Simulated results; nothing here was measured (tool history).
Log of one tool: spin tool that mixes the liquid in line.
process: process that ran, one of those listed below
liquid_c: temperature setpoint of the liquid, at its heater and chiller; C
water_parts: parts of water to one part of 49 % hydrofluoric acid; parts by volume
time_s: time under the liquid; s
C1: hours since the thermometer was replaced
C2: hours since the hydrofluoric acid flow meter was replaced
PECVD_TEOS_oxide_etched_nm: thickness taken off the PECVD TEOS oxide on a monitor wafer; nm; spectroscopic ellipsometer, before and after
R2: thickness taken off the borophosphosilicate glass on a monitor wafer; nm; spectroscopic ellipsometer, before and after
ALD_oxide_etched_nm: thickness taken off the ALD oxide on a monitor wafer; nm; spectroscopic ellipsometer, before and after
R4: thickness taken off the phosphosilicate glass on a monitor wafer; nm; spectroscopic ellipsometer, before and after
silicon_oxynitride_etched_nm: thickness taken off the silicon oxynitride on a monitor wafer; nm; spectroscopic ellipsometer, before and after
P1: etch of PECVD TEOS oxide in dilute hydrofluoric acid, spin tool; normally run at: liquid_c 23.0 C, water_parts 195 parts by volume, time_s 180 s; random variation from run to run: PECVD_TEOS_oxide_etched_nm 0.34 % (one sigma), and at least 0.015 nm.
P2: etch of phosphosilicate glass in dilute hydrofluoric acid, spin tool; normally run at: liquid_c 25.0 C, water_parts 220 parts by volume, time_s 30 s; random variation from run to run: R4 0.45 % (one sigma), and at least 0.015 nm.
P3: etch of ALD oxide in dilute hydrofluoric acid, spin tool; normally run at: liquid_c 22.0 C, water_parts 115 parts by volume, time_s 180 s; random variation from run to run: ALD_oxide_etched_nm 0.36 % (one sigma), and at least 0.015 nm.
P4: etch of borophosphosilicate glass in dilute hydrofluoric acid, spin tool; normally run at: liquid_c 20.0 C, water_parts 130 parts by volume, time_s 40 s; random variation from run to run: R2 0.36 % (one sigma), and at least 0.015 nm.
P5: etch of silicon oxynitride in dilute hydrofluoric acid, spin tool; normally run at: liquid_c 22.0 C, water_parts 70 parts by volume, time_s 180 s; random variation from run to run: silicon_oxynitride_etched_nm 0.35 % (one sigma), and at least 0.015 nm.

run 1 day=0.208 | process=P1 liquid_c=23.0 water_parts=195 time_s=180 | C1=1783.4 C2=1833.1 | PECVD_TEOS_oxide_etched_nm=9.7315
run 2 day=0.346 | process=P4 liquid_c=17.0 water_parts=130 time_s=40 | C1=1786.7 C2=1836.4 | R2=12.7860
run 3 day=0.467 | process=P3 liquid_c=22.0 water_parts=200 time_s=180 | C1=1789.6 C2=1839.3 | ALD_oxide_etched_nm=8.5472
run 4 day=0.592 | process=P2 liquid_c=25.0 water_parts=220 time_s=15 | C1=1792.6 C2=1842.3 | R4=4.2889
run 5 day=0.729 | process=P1 liquid_c=23.0 water_parts=195 time_s=180 | C1=1795.9 C2=1845.6 | PECVD_TEOS_oxide_etched_nm=9.7245
run 6 day=0.912 | process=P2 liquid_c=25.0 water_parts=220 time_s=30 | C1=1800.3 C2=1850.0 | R4=8.5673
run 7 day=1.054 | process=P4 liquid_c=20.0 water_parts=130 time_s=40 | C1=1803.7 C2=1853.4 | R2=14.5120
run 8 day=1.254 | process=P5 liquid_c=22.0 water_parts=70 time_s=180 | C1=1808.5 C2=1858.2 | silicon_oxynitride_etched_nm=7.9562
run 9 day=1.375 | process=P1 liquid_c=23.0 water_parts=195 time_s=180 | C1=1811.4 C2=1861.1 | PECVD_TEOS_oxide_etched_nm=9.7425
run 10 day=1.608 | process=P1 liquid_c=23.0 water_parts=195 time_s=60 | C1=1817.0 C2=1866.7 | PECVD_TEOS_oxide_etched_nm=3.2250
run 11 day=1.817 | process=P2 liquid_c=25.0 water_parts=75 time_s=30 | C1=1822.0 C2=1871.7 | R4=29.8280
run 12 day=1.988 | process=P1 liquid_c=17.5 water_parts=195 time_s=180 | C1=1826.1 C2=1875.8 | PECVD_TEOS_oxide_etched_nm=7.8538
run 13 day=2.196 | process=P2 liquid_c=25.0 water_parts=220 time_s=30 | C1=1831.1 C2=1880.8 | R4=8.5535
run 14 day=2.446 | process=P1 liquid_c=23.0 water_parts=195 time_s=295 | C1=1837.1 C2=1886.8 | PECVD_TEOS_oxide_etched_nm=15.9210
run 15 day=2.679 | process=P4 liquid_c=20.0 water_parts=130 time_s=40 | C1=1842.7 C2=1892.4 | R2=14.4210
run 16 day=2.942 | process=P5 liquid_c=22.0 water_parts=30 time_s=180 | C1=1849.0 C2=1898.7 | silicon_oxynitride_etched_nm=19.1700
run 17 day=3.083 | process=P1 liquid_c=29.0 water_parts=195 time_s=180 | C1=1852.4 C2=1902.1 | PECVD_TEOS_oxide_etched_nm=12.1030
run 18 day=3.350 | process=P5 liquid_c=29.0 water_parts=70 time_s=180 | C1=1858.8 C2=1908.5 | silicon_oxynitride_etched_nm=11.1340
run 19 day=3.550 | process=P4 liquid_c=20.0 water_parts=70 time_s=40 | C1=1863.6 C2=1913.3 | R2=28.6560
run 20 day=3.775 | process=P3 liquid_c=22.0 water_parts=115 time_s=180 | C1=1869.0 C2=1918.7 | ALD_oxide_etched_nm=16.1320
run 21 day=3.975 | process=P2 liquid_c=17.0 water_parts=220 time_s=30 | C1=1873.8 C2=1923.5 | R4=6.3913
run 22 day=4.225 | process=P3 liquid_c=17.5 water_parts=115 time_s=180 | C1=1879.8 C2=1929.5 | ALD_oxide_etched_nm=13.4610
run 23 day=4.367 | process=P5 liquid_c=22.0 water_parts=70 time_s=180 | C1=1883.2 C2=1932.9 | silicon_oxynitride_etched_nm=8.0068
run 24 day=4.588 | process=P5 liquid_c=22.0 water_parts=70 time_s=100 | C1=1888.5 C2=1938.2 | silicon_oxynitride_etched_nm=4.4581
run 25 day=4.742 | process=P4 liquid_c=20.0 water_parts=130 time_s=15 | C1=1892.2 C2=1941.9 | R2=5.4698
run 26 day=4.917 | process=P3 liquid_c=22.0 water_parts=115 time_s=60 | C1=1896.4 C2=1946.1 | ALD_oxide_etched_nm=5.3676
run 27 day=5.054 | process=P1 liquid_c=23.0 water_parts=195 time_s=180 | C1=1899.7 C2=1949.4 | PECVD_TEOS_oxide_etched_nm=9.7266
run 28 day=5.300 | process=P1 liquid_c=23.0 water_parts=315 time_s=180 | C1=1905.6 C2=1955.3 | PECVD_TEOS_oxide_etched_nm=5.3387
run 29 day=5.554 | process=P1 liquid_c=23.0 water_parts=195 time_s=180 | C1=1911.7 C2=1961.4 | PECVD_TEOS_oxide_etched_nm=9.6675
run 30 day=5.825 | process=P1 liquid_c=23.0 water_parts=195 time_s=180 | C1=1918.2 C2=1967.9 | PECVD_TEOS_oxide_etched_nm=9.7261
run 31 day=6.033 | process=P1 liquid_c=17.0 water_parts=195 time_s=345 | C1=1923.2 C2=1972.9 | PECVD_TEOS_oxide_etched_nm=14.7680
run 32 day=6.167 | process=P1 liquid_c=23.0 water_parts=35 time_s=180 | C1=1926.4 C2=1976.1 | PECVD_TEOS_oxide_etched_nm=65.5850
run 33 day=6.354 | process=P1 liquid_c=23.0 water_parts=195 time_s=180 | C1=1930.9 C2=1980.6 | PECVD_TEOS_oxide_etched_nm=9.7437
run 34 day=6.583 | process=P1 liquid_c=23.0 water_parts=195 time_s=180 | C1=1936.4 C2=1986.1 | PECVD_TEOS_oxide_etched_nm=10.0320
run 35 day=6.754 | process=P1 liquid_c=23.0 water_parts=195 time_s=180 | C1=1940.5 C2=1990.2 | PECVD_TEOS_oxide_etched_nm=10.1640
run 36 day=6.975 | process=P1 liquid_c=23.0 water_parts=195 time_s=180 | C1=1945.8 C2=1995.5 | PECVD_TEOS_oxide_etched_nm=10.3670
run 37 day=7.150 | process=P1 liquid_c=23.0 water_parts=195 time_s=180 | C1=1950.0 C2=1999.7 | PECVD_TEOS_oxide_etched_nm=10.3970
run 38 day=7.267 | process=P1 liquid_c=23.0 water_parts=195 time_s=180 | C1=1952.8 C2=2002.5 | PECVD_TEOS_oxide_etched_nm=10.3630
run 39 day=7.396 | process=P1 liquid_c=23.0 water_parts=195 time_s=180 | C1=1955.9 C2=2005.6 | PECVD_TEOS_oxide_etched_nm=10.3940
run 40 day=7.608 | process=P1 liquid_c=23.0 water_parts=195 time_s=180 | C1=1961.0 C2=2010.7 | PECVD_TEOS_oxide_etched_nm=10.3680
run 41 day=7.758 | process=P1 liquid_c=23.0 water_parts=195 time_s=180 | C1=1964.6 C2=2014.3 | PECVD_TEOS_oxide_etched_nm=10.4670
run 42 day=7.896 | process=P1 liquid_c=23.0 water_parts=195 time_s=180 | C1=1967.9 C2=2017.6 | PECVD_TEOS_oxide_etched_nm=10.4250

What P1 gives has crept away from where it was. These 2 causes fit the log equally well, each at the size given:
A: liquid hotter than its thermometer reads (K) = 1.93
B: hydrofluoric acid flow above the setpoint (%) = 6.14
The creep began at about day 6.354.

4 check runs are offered, one wafer each, their results left as question marks. Which one tells the causes apart?
run check 1 day=8.033 | process=P4 liquid_c=20.0 water_parts=130 time_s=15 | R2=?
run check 2 day=8.033 | process=P3 liquid_c=18.0 water_parts=190 time_s=180 | ALD_oxide_etched_nm=?
run check 3 day=8.033 | process=P2 liquid_c=19.5 water_parts=220 time_s=15 | R4=?
run check 4 day=8.033 | process=P5 liquid_c=22.0 water_parts=40 time_s=115 | silicon_oxynitride_etched_nm=?

What each check would give under each cause:
check=check_1 result=R2 if_A=5.8507 if_B=5.7960
check=check_2 result=ALD_oxide_etched_nm if_A=8.3319 if_B=8.2842
check=check_3 result=R4 if_A=3.7792 if_B=3.7735
check=check_4 result=silicon_oxynitride_etched_nm if_A=10.0370 if_B=9.6973
How far apart the two closest causes lie, in the result that separates them most: check 1 0.94 %; check 2 0.57 %; check 3 0.15 %; check 4 3.45 %
Check 4 tells the causes apart: in the others they would give nearly the same result.

Check 4 was then run and gave: silicon_oxynitride_etched_nm 10.0220 nm. Which cause is it?

It is A: liquid hotter than its thermometer reads (K).

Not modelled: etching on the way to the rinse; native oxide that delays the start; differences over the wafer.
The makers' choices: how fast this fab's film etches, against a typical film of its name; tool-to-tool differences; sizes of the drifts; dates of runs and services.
